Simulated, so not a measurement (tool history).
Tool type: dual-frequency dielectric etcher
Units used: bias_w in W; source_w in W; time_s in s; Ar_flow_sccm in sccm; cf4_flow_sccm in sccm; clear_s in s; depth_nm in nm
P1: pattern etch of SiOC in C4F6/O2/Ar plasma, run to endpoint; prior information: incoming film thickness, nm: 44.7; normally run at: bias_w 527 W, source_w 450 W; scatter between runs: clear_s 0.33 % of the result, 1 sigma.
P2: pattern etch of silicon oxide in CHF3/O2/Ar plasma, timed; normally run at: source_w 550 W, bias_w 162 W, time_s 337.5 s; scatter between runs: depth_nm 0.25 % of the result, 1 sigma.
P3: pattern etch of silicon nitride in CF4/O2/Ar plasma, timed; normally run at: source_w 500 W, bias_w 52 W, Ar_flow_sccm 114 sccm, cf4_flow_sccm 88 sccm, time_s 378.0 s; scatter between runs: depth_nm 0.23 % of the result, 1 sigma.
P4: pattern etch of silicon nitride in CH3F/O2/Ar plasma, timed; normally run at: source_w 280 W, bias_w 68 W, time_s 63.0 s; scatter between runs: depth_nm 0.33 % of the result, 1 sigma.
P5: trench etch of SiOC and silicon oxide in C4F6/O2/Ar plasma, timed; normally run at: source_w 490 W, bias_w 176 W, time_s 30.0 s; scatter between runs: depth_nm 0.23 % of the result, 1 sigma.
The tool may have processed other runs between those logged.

run,hour,process,bias_w,source_w,time_s,Ar_flow_sccm,cf4_flow_sccm,clear_s,depth_nm
1,7.9,P1,527,450,,,,13.939,
2,12.8,P2,162,550,337.5,,,,606.430
3,22.7,P3,34,500,378.0,114,88,,615.760
4,28.8,P2,191,550,337.5,,,,639.560
5,36.2,P3,52,600,378.0,114,88,,847.270
6,41.6,P1,527,450,,,,13.885,
7,48.0,P1,527,600,,,,12.635,
8,57.0,P4,68,280,63.0,,,,37.859
9,64.3,P3,52,500,378.0,67,88,,771.140
10,70.3,P1,527,450,,,,13.951,
11,75.5,P1,527,320,,,,15.786,
12,84.0,P5,176,490,30.0,,,,64.618
13,88.8,P3,52,500,378.0,114,110,,742.060
14,94.3,P5,176,360,30.0,,,,57.066
15,104.9,P4,68,280,79.0,,,,46.956
16,111.0,P5,230,490,30.0,,,,70.359
17,116.1,P1,321,350,,,,18.400,
18,124.8,P2,162,550,203.0,,,,365.540
19,132.7,P2,162,550,337.5,,,,608.190
20,141.2,P3,52,500,378.0,114,88,,720.430
21,146.0,P1,653,450,,,,12.861,
22,154.2,P4,68,280,63.0,,,,37.597
23,164.4,P5,176,490,21.5,,,,46.209
24,173.8,P4,68,180,63.0,,,,32.028
25,180.4,P3,52,500,513.0,114,88,,977.350
26,185.7,P2,162,690,337.5,,,,660.500

Run 27 is up next; what results do you expect?
27,195.4,P4,43,280,63.0,,,,?

{"run 27": {"depth_nm": 32.504}}
